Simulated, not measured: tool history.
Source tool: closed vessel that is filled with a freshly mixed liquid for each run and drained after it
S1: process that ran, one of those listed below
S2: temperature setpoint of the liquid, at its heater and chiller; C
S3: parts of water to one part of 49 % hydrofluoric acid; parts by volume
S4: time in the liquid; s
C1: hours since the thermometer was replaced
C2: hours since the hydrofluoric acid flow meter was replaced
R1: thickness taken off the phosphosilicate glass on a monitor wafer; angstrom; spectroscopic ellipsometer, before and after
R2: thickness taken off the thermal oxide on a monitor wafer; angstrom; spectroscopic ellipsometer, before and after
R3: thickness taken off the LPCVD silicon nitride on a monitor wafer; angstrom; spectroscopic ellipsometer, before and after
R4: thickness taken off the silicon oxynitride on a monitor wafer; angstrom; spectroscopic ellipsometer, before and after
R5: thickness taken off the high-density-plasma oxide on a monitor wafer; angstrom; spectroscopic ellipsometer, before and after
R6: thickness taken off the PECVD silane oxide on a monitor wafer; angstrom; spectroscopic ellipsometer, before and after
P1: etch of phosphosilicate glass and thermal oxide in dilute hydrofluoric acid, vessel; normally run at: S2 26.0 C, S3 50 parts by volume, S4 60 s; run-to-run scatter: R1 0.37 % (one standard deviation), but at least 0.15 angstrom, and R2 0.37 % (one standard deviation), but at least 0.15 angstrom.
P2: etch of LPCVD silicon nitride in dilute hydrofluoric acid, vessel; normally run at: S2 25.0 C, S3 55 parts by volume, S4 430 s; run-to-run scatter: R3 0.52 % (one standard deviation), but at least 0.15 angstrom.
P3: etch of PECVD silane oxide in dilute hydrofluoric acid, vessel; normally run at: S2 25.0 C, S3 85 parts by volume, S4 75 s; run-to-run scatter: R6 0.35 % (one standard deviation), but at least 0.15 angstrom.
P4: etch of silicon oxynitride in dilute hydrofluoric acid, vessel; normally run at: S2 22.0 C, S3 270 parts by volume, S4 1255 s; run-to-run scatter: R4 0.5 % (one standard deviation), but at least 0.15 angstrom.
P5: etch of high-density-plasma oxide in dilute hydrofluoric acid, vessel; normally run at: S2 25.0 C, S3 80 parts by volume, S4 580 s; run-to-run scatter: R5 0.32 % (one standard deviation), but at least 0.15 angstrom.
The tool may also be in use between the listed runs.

run 1 day=0.162 | S1=P1 S2=26.0 S3=50 S4=60 | C1=1899.5 C2=1310.5 | R1=820.96 R2=64.115
run 2 day=0.292 | S1=P2 S2=25.0 S3=55 S4=775 | C1=1902.6 C2=1313.6 | R3=76.849
run 3 day=0.404 | S1=P4 S2=22.0 S3=270 S4=625 | C1=1905.3 C2=1316.3 | R4=35.170
run 4 day=0.529 | S1=P1 S2=18.5 S3=50 S4=60 | C1=1908.3 C2=1319.3 | R1=598.24 R2=46.296
run 5 day=0.717 | S1=P1 S2=26.0 S3=75 S4=60 | C1=1912.8 C2=1323.8 | R1=529.27 R2=41.048
run 6 day=0.825 | S1=P4 S2=22.0 S3=270 S4=1255 | C1=1915.4 C2=1326.4 | R4=71.575
run 7 day=0.950 | S1=P5 S2=25.0 S3=80 S4=580 | C1=1918.4 C2=1329.4 | R5=395.160
run 8 day=1.108 | S1=P4 S2=22.0 S3=95 S4=1255 | C1=1922.2 C2=1333.2 | R4=229.700
run 9 day=1.217 | S1=P2 S2=25.0 S3=55 S4=430 | C1=1924.8 C2=1335.8 | R3=42.528
run 10 day=1.338 | S1=P4 S2=22.0 S3=270 S4=1255 | C1=1927.7 C2=1338.7 | R4=70.699
run 11 day=1.496 | S1=P1 S2=26.0 S3=50 S4=60 | C1=1931.5 C2=1342.5 | R1=822.84 R2=63.817
run 12 day=1.675 | S1=P3 S2=25.0 S3=85 S4=30 | C1=1935.8 C2=1346.8 | R6=157.20
run 13 day=1.829 | S1=P2 S2=25.0 S3=55 S4=430 | C1=1939.5 C2=1350.5 | R3=42.716
run 14 day=1.942 | S1=P1 S2=26.0 S3=50 S4=60 | C1=1942.2 C2=1353.2 | R1=823.50 R2=64.205
run 15 day=2.121 | S1=P5 S2=18.5 S3=80 S4=580 | C1=1946.5 C2=1357.5 | R5=303.170
run 16 day=2.229 | S1=P1 S2=26.0 S3=25 S4=60 | C1=1949.1 C2=1360.1 | R1=1694.30 R2=132.880
run 17 day=2.329 | S1=P4 S2=29.0 S3=270 S4=1255 | C1=1951.5 C2=1362.5 | R4=95.077
run 18 day=2.512 | S1=P1 S2=26.0 S3=80 S4=105 | C1=1955.9 C2=1366.9 | R1=866.90 R2=66.913
run 19 day=2.696 | S1=P5 S2=25.0 S3=80 S4=55 | C1=1960.3 C2=1371.3 | R5=37.096
run 20 day=2.871 | S1=P1 S2=26.0 S3=50 S4=105 | C1=1964.5 C2=1375.5 | R1=1445.40 R2=112.050
-- day=2.971 hydrofluoric acid flow meter replaced
run 21 day=2.975 | S1=P5 S2=25.0 S3=135 S4=580 | C1=1967.0 C2=0.1 | R5=218.350
-- day=3.004 thermometer replaced
run 22 day=3.150 | S1=P2 S2=19.5 S3=55 S4=430 | C1=3.5 C2=4.3 | R3=28.942
run 23 day=3.292 | S1=P3 S2=25.0 S3=40 S4=75 | C1=6.9 C2=7.7 | R6=886.03
run 24 day=3.404 | S1=P3 S2=25.0 S3=85 S4=75 | C1=9.6 C2=10.4 | R6=394.16
run 25 day=3.525 | S1=P1 S2=26.0 S3=50 S4=30 | C1=12.5 C2=13.3 | R1=412.34 R2=31.703
run 26 day=3.638 | S1=P3 S2=17.5 S3=85 S4=75 | C1=15.2 C2=16.0 | R6=291.12
run 27 day=3.746 | S1=P1 S2=26.0 S3=50 S4=60 | C1=17.8 C2=18.6 | R1=820.93 R2=63.526
run 28 day=3.879 | S1=P2 S2=25.0 S3=20 S4=430 | C1=21.0 C2=21.8 | R3=114.200
run 29 day=4.012 | S1=P1 S2=26.0 S3=50 S4=60 | C1=24.2 C2=25.0 | R1=821.15 R2=64.165
run 30 day=4.121 | S1=P1 S2=33.0 S3=50 S4=60 | C1=26.8 C2=27.6 | R1=1081.80 R2=83.942
run 31 day=4.238 | S1=P1 S2=26.0 S3=50 S4=60 | C1=29.6 C2=30.4 | R1=820.63 R2=64.052
run 32 day=4.321 | S1=P5 S2=25.0 S3=80 S4=580 | C1=31.6 C2=32.4 | R5=394.940
run 33 day=4.471 | S1=P1 S2=22.0 S3=50 S4=100 | C1=35.2 C2=36.0 | R1=1153.70 R2=90.085
run 34 day=4.596 | S1=P1 S2=26.0 S3=25 S4=100 | C1=38.2 C2=39.0 | R1=2838.60 R2=221.410
run 35 day=4.775 | S1=P1 S2=26.0 S3=50 S4=60 | C1=42.5 C2=43.3 | R1=823.21 R2=64.063
run 36 day=4.921 | S1=P1 S2=26.0 S3=50 S4=60 | C1=46.0 C2=46.8 | R1=804.74 R2=62.392
run 37 day=5.096 | S1=P1 S2=26.0 S3=50 S4=60 | C1=50.2 C2=51.0 | R1=787.85 R2=60.728
run 38 day=5.183 | S1=P1 S2=26.0 S3=50 S4=60 | C1=52.3 C2=53.1 | R1=784.63 R2=60.996
run 39 day=5.300 | S1=P1 S2=26.0 S3=50 S4=60 | C1=55.1 C2=55.9 | R1=779.69 R2=60.268
run 40 day=5.417 | S1=P1 S2=26.0 S3=50 S4=60 | C1=57.9 C2=58.7 | R1=782.84 R2=60.710
run 41 day=5.567 | S1=P1 S2=26.0 S3=50 S4=60 | C1=61.5 C2=62.3 | R1=779.09 R2=60.179
run 42 day=5.650 | S1=P1 S2=26.0 S3=50 S4=60 | C1=63.5 C2=64.3 | R1=777.13 R2=60.527
run 43 day=5.792 | S1=P1 S2=26.0 S3=50 S4=60 | C1=66.9 C2=67.7 | R1=776.02 R2=60.180

The output of P1 has drifted from where it used to be. Each of the 2 causes below, taken at the size shown beside it, accounts for the log equally well:
A: hydrofluoric acid flow below the setpoint (%) = 5.29
B: liquid colder than its thermometer reads (K) = 1.44
The drift started at roughly day 4.775.

Of the 4 check runs listed below, each run on one wafer and each result written as a question mark, which would let you distinguish the listed causes because they would give clearly different results?
run check 1 day=5.933 | S1=P3 S2=18.5 S3=85 S4=75 | R6=?
run check 2 day=5.933 | S1=P2 S2=20.5 S3=55 S4=690 | R3=?
run check 3 day=5.933 | S1=P4 S2=22.0 S3=110 S4=1255 | R4=?
run check 4 day=5.933 | S1=P5 S2=18.5 S3=80 S4=195 | R5=?

What every check run would give for each of its results, assuming each possible cause in turn:
check=check_1 result=R6 if_A=283.83 if_B=283.47
check=check_2 result=R3 if_A=47.707 if_B=45.514
check=check_3 result=R4 if_A=184.930 if_B=183.040
check=check_4 result=R5 if_A=95.685 if_B=95.517
Smallest distance between any two causes, each pair judged by its most separating result, in per cent: check 1 0.13 %; check 2 4.71 %; check 3 1.02 %; check 4 0.18 %
Of the check runs offered, only check 2 discriminates between the causes; the rest would read about the same regardless of which cause applies.

Check 2 was carried out, with these results: R3 45.785 angstrom. Which of the listed causes is responsible?

B is the cause: liquid colder than its thermometer reads (K).
